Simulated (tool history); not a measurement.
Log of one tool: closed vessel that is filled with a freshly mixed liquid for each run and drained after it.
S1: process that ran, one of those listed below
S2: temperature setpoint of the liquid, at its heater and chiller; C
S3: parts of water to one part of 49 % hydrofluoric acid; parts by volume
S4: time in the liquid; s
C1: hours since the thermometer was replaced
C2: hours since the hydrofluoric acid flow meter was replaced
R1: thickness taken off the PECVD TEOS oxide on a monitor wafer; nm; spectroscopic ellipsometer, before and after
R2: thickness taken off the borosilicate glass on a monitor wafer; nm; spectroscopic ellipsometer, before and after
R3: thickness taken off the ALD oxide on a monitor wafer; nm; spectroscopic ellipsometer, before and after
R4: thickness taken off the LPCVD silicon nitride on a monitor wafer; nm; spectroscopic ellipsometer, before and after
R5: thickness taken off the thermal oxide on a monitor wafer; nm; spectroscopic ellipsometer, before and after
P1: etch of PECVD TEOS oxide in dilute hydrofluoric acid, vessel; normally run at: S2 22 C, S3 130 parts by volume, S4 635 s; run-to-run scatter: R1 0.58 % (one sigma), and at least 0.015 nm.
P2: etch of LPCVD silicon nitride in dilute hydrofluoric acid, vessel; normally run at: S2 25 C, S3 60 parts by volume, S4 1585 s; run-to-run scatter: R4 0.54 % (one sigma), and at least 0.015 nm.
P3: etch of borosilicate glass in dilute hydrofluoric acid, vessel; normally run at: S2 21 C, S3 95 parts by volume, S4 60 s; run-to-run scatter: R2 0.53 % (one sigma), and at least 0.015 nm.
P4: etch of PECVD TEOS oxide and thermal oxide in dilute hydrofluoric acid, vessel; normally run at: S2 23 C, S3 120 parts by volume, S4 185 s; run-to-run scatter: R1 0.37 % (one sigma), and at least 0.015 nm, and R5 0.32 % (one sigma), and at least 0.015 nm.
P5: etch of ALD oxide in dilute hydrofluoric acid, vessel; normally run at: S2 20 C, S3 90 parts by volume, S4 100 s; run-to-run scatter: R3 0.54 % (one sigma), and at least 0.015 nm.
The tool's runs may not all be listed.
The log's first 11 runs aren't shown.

run,hour,S1,S2,S3,S4,C1,C2,R1,R2,R3,R4,R5
12,73,P5,17,90,100,1687.5,251.1,,,21.75,,
13,78.3,P3,21,95,115,1692.8,256.4,,37.094,,,
14,85.4,P2,31,60,1585,1699.9,263.5,,,,20.16,
15,92.2,P1,22,130,635,1706.7,270.3,48.311,,,,
16,99.2,P2,25,40,1585,1713.7,277.3,,,,20.06,
17,104.7,P2,25,60,805,1719.2,282.8,,,,6.8728,
18,112.2,P5,20,90,100,1726.7,290.3,,,24.846,,
19,117.2,P4,23,120,185,1731.7,295.3,19.176,,,,7.3001
20,122.9,P3,21,175,60,1737.4,301,,9.6038,,,
21,127.9,P2,25,60,1585,1742.4,306,,,,13.637,
22,136.3,P5,20,90,100,1750.8,314.4,,,24.649,,
23,140.3,P4,23,120,55,1754.8,318.4,5.6585,,,,2.1432
24,145.8,P1,22,130,635,1760.3,323.9,48.973,,,,

The next listed run, before its measurement:
25,150.5,P1,22,130,635,1765,328.6,?,,,,

R1: 48.75 nm
